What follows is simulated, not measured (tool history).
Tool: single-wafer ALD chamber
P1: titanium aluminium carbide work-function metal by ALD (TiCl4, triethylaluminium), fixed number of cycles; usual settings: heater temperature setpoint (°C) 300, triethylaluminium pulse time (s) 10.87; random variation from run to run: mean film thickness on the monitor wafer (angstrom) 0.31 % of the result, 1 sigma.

run   hour  heater temperature setpoint (°C)  triethylaluminium pulse time (s)  hours since the last thermocouple change  hours since the last triethylaluminium bottle change  mean film thickness on the monitor wafer (angstrom)
  1   11.6                               300                             10.87                                    1684.9                                                 161.3                                               21.133
  2   17.5                               300                             10.87                                    1690.8                                                 167.2                                               21.191
  3   29.2                               300                              5.47                                    1702.5                                                 178.9                                               18.226
  4   39.9                               279                             10.87                                    1713.2                                                 189.6                                               19.276
  5   50.2                               300                             10.87                                    1723.5                                                 199.9                                               21.066
  6   62.5                               300                             16.51                                    1735.8                                                 212.2                                               21.592
  7   68.7                               300                             10.87                                    1742.0                                                 218.4                                               20.984
  8   79.7                               300                             10.87                                    1753.0                                                 229.4                                               21.139
  9   91.8                               300                             10.87                                    1765.1                                                 241.5                                               21.050
 10   98.0                               322                             10.87                                    1771.3                                                 247.7                                               23.198
 11  109.1                               290                             15.86                                    1782.4                                                 258.8                                               20.517
 12  120.3                               300                             10.87                                    1793.6                                                 270.0                                               21.077
 13  130.9                               300                             10.87                                    1804.2                                                 280.6                                               20.923
 14  141.5                               300                             10.87                                    1814.8                                                 291.2                                               20.778

The next listed run, before its measurement:
 15  149.4                               300                             10.87                                    1822.7                                                 299.1                                                    ?

Run 15 gave mean film thickness on the monitor wafer (angstrom) 20.684.
